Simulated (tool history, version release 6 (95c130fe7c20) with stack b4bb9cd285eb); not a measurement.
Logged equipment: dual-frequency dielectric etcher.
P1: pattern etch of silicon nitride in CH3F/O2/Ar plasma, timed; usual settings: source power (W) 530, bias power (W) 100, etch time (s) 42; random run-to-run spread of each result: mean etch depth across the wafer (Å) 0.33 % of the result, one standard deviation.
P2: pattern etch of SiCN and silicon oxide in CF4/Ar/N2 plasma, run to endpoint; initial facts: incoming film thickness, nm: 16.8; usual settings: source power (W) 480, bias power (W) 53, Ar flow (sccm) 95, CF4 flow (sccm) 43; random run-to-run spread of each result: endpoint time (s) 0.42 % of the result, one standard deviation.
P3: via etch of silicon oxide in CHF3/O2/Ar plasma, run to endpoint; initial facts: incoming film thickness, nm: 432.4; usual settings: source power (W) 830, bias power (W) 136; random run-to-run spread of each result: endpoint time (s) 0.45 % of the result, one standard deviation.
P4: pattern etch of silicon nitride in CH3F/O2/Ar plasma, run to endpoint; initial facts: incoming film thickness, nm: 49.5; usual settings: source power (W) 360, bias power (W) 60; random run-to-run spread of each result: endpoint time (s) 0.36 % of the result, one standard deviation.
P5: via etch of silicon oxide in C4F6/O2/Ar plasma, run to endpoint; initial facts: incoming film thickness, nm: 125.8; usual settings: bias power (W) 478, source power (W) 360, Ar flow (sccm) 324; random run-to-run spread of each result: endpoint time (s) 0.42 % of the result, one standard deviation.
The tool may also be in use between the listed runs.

| run | hour | process that ran | source power (W) | bias power (W) | etch time (s) | Ar flow (sccm) | CF4 flow (sccm) | mean etch depth across the wafer (Å) | endpoint time (s) |
|---|---|---|---|---|---|---|---|---|---|
| 1 | 5.5 | P1 | 530 | 100 | 42 |  |  | 360.6 |  |
| 2 | 11.9 | P2 | 480 | 53 |  | 95 | 43 |  | 22.653 |
| 3 | 18.6 | P5 | 360 | 368 |  | 324 |  |  | 32.078 |
| 4 | 25.1 | P4 | 250 | 60 |  |  |  |  | 94.615 |
| 5 | 33.7 | P1 | 530 | 100 | 42 |  |  | 360.18 |  |
| 6 | 44.1 | P1 | 430 | 120 | 42 |  |  | 356.99 |  |
| 7 | 52 | P5 | 360 | 478 |  | 243 |  |  | 28.175 |
| 8 | 58.2 | P1 | 530 | 100 | 42 |  |  | 359.03 |  |
| 9 | 66.8 | P2 | 480 | 53 |  | 95 | 56 |  | 21.428 |
| 10 | 76.8 | P1 | 350 | 67 | 42 |  |  | 267.5 |  |
| 11 | 82.4 | P1 | 420 | 74 | 42 |  |  | 294.81 |  |
| 12 | 88.5 | P1 | 660 | 100 | 42 |  |  | 390.96 |  |
|  | 90.1 | wet clean of the chamber |
| 13 | 98.7 | P1 | 530 | 100 | 42 |  |  | 360.15 |  |
| 14 | 104.6 | P5 | 360 | 478 |  | 324 |  |  | 29.374 |
| 15 | 115.4 | P3 | 830 | 136 |  |  |  |  | 209.82 |
| 16 | 122.7 | P1 | 530 | 100 | 42 |  |  | 360.05 |  |
| 17 | 131.1 | P1 | 530 | 100 | 59 |  |  | 504.64 |  |
| 18 | 140.3 | P2 | 480 | 65 |  | 95 | 43 |  | 21.094 |
| 19 | 149.6 | P2 | 610 | 53 |  | 95 | 43 |  | 18.308 |
| 20 | 158.2 | P2 | 480 | 53 |  | 114 | 43 |  | 23.403 |
| 21 | 165.3 | P4 | 360 | 37 |  |  |  |  | 95.578 |
| 22 | 174 | P3 | 510 | 136 |  |  |  |  | 254.78 |
| 23 | 181 | P1 | 530 | 100 | 23 |  |  | 196.65 |  |
| 24 | 191 | P5 | 480 | 478 |  | 324 |  |  | 26.078 |
| 25 | 201.2 | P2 | 480 | 53 |  | 95 | 43 |  | 22.732 |
| 26 | 208.6 | P1 | 310 | 100 | 42 |  |  | 296.78 |  |
| 27 | 215.8 | P1 | 530 | 61 | 42 |  |  | 303.15 |  |

The next listed run, before its measurement:
| 28 | 226.3 | P3 | 830 | 187 |  |  |  |  | ? |

endpoint time (s): 189.83
